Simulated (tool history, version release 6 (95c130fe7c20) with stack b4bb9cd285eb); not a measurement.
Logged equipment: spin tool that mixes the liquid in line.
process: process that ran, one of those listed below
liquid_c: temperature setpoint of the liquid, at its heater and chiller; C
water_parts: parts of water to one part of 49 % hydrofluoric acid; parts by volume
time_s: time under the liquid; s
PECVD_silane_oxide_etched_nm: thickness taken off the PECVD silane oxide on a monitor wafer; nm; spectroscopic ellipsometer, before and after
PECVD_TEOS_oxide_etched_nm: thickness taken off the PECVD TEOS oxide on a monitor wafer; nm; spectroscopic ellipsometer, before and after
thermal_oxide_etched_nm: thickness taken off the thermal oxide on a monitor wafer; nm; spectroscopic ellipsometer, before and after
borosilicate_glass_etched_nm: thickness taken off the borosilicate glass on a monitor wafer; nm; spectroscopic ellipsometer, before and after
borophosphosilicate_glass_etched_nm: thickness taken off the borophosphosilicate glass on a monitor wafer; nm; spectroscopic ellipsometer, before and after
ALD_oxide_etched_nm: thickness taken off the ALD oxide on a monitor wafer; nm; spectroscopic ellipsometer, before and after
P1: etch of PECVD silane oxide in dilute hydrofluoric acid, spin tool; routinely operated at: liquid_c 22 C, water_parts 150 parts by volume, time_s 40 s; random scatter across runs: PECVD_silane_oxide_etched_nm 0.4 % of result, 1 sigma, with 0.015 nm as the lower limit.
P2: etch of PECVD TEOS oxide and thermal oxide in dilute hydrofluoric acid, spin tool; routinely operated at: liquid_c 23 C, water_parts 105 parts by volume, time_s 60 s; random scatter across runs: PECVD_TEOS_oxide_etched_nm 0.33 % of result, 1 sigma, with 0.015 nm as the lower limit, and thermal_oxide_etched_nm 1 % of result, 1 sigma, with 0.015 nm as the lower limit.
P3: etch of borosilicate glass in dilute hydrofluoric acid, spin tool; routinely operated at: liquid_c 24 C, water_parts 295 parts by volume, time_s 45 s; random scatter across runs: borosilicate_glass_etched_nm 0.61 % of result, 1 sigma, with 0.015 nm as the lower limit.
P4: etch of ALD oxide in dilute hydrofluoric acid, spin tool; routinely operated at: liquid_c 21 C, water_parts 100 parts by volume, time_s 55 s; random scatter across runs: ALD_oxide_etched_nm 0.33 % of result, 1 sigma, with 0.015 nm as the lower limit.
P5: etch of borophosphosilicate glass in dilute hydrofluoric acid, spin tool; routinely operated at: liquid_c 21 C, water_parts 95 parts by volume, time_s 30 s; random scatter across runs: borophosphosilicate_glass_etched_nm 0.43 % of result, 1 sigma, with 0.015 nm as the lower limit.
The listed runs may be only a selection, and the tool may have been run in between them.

| run | hour | process | liquid_c | water_parts | time_s | hours since the thermometer was replaced | hours since the hydrofluoric acid flow meter was replaced | PECVD_silane_oxide_etched_nm | PECVD_TEOS_oxide_etched_nm | thermal_oxide_etched_nm | borosilicate_glass_etched_nm | borophosphosilicate_glass_etched_nm | ALD_oxide_etched_nm |
|---|---|---|---|---|---|---|---|---|---|---|---|---|---|
| 1 | 17.6 | P1 | 22 | 150 | 40 | 361.5 | 403.9 | 5.4034 |  |  |  |  |  |
| 2 | 28.3 | P1 | 22 | 150 | 15 | 372.2 | 414.6 | 2.0716 |  |  |  |  |  |
| 3 | 47 | P1 | 22 | 150 | 40 | 390.9 | 433.3 | 5.4677 |  |  |  |  |  |
| 4 | 64.9 | P2 | 23 | 105 | 25 | 408.8 | 451.2 |  | 2.6105 | 1.0353 |  |  |  |
| 5 | 78.9 | P3 | 24 | 295 | 45 | 422.8 | 465.2 |  |  |  | 4.4447 |  |  |
| 6 | 89.3 | P1 | 22 | 150 | 40 | 433.2 | 475.6 | 5.4897 |  |  |  |  |  |
| 7 | 107.8 | P5 | 21 | 95 | 30 | 451.7 | 494.1 |  |  |  |  | 22.399 |  |
| 8 | 123.2 | P1 | 22 | 75 | 40 | 467.1 | 509.5 | 11.906 |  |  |  |  |  |
| 9 | 136.6 | P2 | 23 | 105 | 60 | 480.5 | 522.9 |  | 6.2159 | 2.5271 |  |  |  |
| 10 | 146.6 | P2 | 23 | 150 | 60 | 490.5 | 532.9 |  | 4.1596 | 1.6838 |  |  |  |
| 11 | 159.3 | P5 | 21 | 145 | 30 | 503.2 | 545.6 |  |  |  |  | 13.764 |  |
| 12 | 174.9 | P2 | 18.5 | 105 | 60 | 518.8 | 561.2 |  | 5.2075 | 2.0486 |  |  |  |
| 13 | 191.7 | P1 | 17 | 150 | 40 | 535.6 | 578 | 4.4727 |  |  |  |  |  |
| 14 | 204.9 | P2 | 23 | 105 | 60 | 548.8 | 591.2 |  | 6.2448 | 2.5291 |  |  |  |
|  | 213.1 | thermometer replaced |
| 15 | 217.4 | P3 | 24 | 295 | 70 | 4.3 | 603.7 |  |  |  | 6.8747 |  |  |
| 16 | 226.7 | P3 | 24 | 295 | 45 | 13.6 | 613 |  |  |  | 4.4172 |  |  |
| 17 | 239.9 | P3 | 32.5 | 295 | 45 | 26.8 | 626.2 |  |  |  | 5.8983 |  |  |
| 18 | 255.4 | P4 | 21 | 100 | 55 | 42.3 | 641.7 |  |  |  |  |  | 10.893 |
| 19 | 273.9 | P1 | 22 | 150 | 65 | 60.8 | 660.2 | 8.887 |  |  |  |  |  |
| 20 | 290.9 | P3 | 24 | 440 | 45 | 77.8 | 677.2 |  |  |  | 2.6019 |  |  |
| 21 | 307.3 | P1 | 29.5 | 220 | 40 | 94.2 | 693.6 | 4.5488 |  |  |  |  |  |
| 22 | 320.3 | P4 | 21 | 100 | 110 | 107.2 | 706.6 |  |  |  |  |  | 21.947 |
| 23 | 330.8 | P1 | 22 | 150 | 40 | 117.7 | 717.1 | 5.4906 |  |  |  |  |  |
| 24 | 342.8 | P1 | 28 | 150 | 15 | 129.7 | 729.1 | 2.5781 |  |  |  |  |  |
| 25 | 351.8 | P5 | 21 | 95 | 65 | 138.7 | 738.1 |  |  |  |  | 48.031 |  |
| 26 | 367.7 | P4 | 21 | 165 | 55 | 154.6 | 754 |  |  |  |  |  | 6.1722 |
| 27 | 386 | P5 | 28.5 | 95 | 30 | 172.9 | 772.3 |  |  |  |  | 29.914 |  |
| 28 | 405.2 | P5 | 21 | 95 | 30 | 192.1 | 791.5 |  |  |  |  | 22.262 |  |
| 29 | 423.5 | P1 | 22 | 150 | 40 | 210.4 | 809.8 | 5.5179 |  |  |  |  |  |
| 30 | 437.6 | P1 | 22 | 205 | 40 | 224.5 | 823.9 | 3.7929 |  |  |  |  |  |
| 31 | 452.2 | P4 | 29 | 100 | 55 | 239.1 | 838.5 |  |  |  |  |  | 15.003 |
| 32 | 470.4 | P1 | 26 | 150 | 40 | 257.3 | 856.7 | 6.3913 |  |  |  |  |  |
| 33 | 483.7 | P1 | 22 | 150 | 40 | 270.6 | 870 | 5.5153 |  |  |  |  |  |
| 34 | 493.9 | P1 | 22 | 150 | 40 | 280.8 | 880.2 | 5.4609 |  |  |  |  |  |
| 35 | 504.4 | P1 | 22 | 150 | 40 | 291.3 | 890.7 | 5.6107 |  |  |  |  |  |
| 36 | 517.8 | P1 | 22 | 150 | 40 | 304.7 | 904.1 | 5.7365 |  |  |  |  |  |
| 37 | 530.7 | P1 | 22 | 150 | 40 | 317.6 | 917 | 5.8259 |  |  |  |  |  |
| 38 | 547.9 | P1 | 22 | 150 | 40 | 334.8 | 934.2 | 5.878 |  |  |  |  |  |
| 39 | 562.2 | P1 | 22 | 150 | 40 | 349.1 | 948.5 | 5.8958 |  |  |  |  |  |
| 40 | 573.9 | P1 | 22 | 150 | 40 | 360.8 | 960.2 | 5.9603 |  |  |  |  |  |
| 41 | 584.1 | P1 | 22 | 150 | 40 | 371 | 970.4 | 5.9745 |  |  |  |  |  |
| 42 | 598.6 | P1 | 22 | 150 | 40 | 385.5 | 984.9 | 5.9991 |  |  |  |  |  |
| 43 | 609.1 | P1 | 22 | 150 | 40 | 396 | 995.4 | 5.9912 |  |  |  |  |  |
| 44 | 627.7 | P1 | 22 | 150 | 40 | 414.6 | 1014 | 6.0012 |  |  |  |  |  |

The output of P1 has drifted from where it used to be. Each of the 2 causes below, taken at the size shown beside it, accounts for the log equally well:
A: liquid hotter than its thermometer reads (K) = 2.28
B: hydrofluoric acid flow above the setpoint (%) = 7.88
The drift started at roughly hour 493.9.

Consider the 4 check runs below, whose results appear as question marks and each of which averages 2 wafers. Which one distinguishes the causes, in that each cause would give it a clearly different result?
| check 1 | 646.3 | P2 | 23 | 135 | 60 |  |  |  | ? | ? |  |  |  |
| check 2 | 646.3 | P4 | 28.5 | 100 | 110 |  |  |  |  |  |  |  | ? |
| check 3 | 646.3 | P3 | 31.5 | 395 | 45 |  |  |  |  |  | ? |  |  |
| check 4 | 646.3 | P5 | 27.5 | 95 | 30 |  |  |  |  |  |  | ? |  |

Predicted outcomes, by check and by cause:
| check | result | if A | if B |
|---|---|---|---|
| check 1 | PECVD_TEOS_oxide_etched_nm | 5.1386 | 5.1344 |
| check 1 | thermal_oxide_etched_nm | 2.0783 | 2.0766 |
| check 2 | ALD_oxide_etched_nm | 32.058 | 32.06 |
| check 3 | borosilicate_glass_etched_nm | 4.0806 | 4.2439 |
| check 4 | borophosphosilicate_glass_etched_nm | 31.506 | 31.453 |
Smallest distance between any two causes, each pair judged by its most separating result, in per cent: check 1 0.08 %; check 2 0.01 %; check 3 3.92 %; check 4 0.17 %
Check 3 is the one run that separates the causes; every other check would come out nearly the same whichever cause is at work.

Check 3 has now been run. It gave: borosilicate_glass_etched_nm 4.2173 nm. Which of the candidate causes is it?

B is the cause: hydrofluoric acid flow above the setpoint (%).
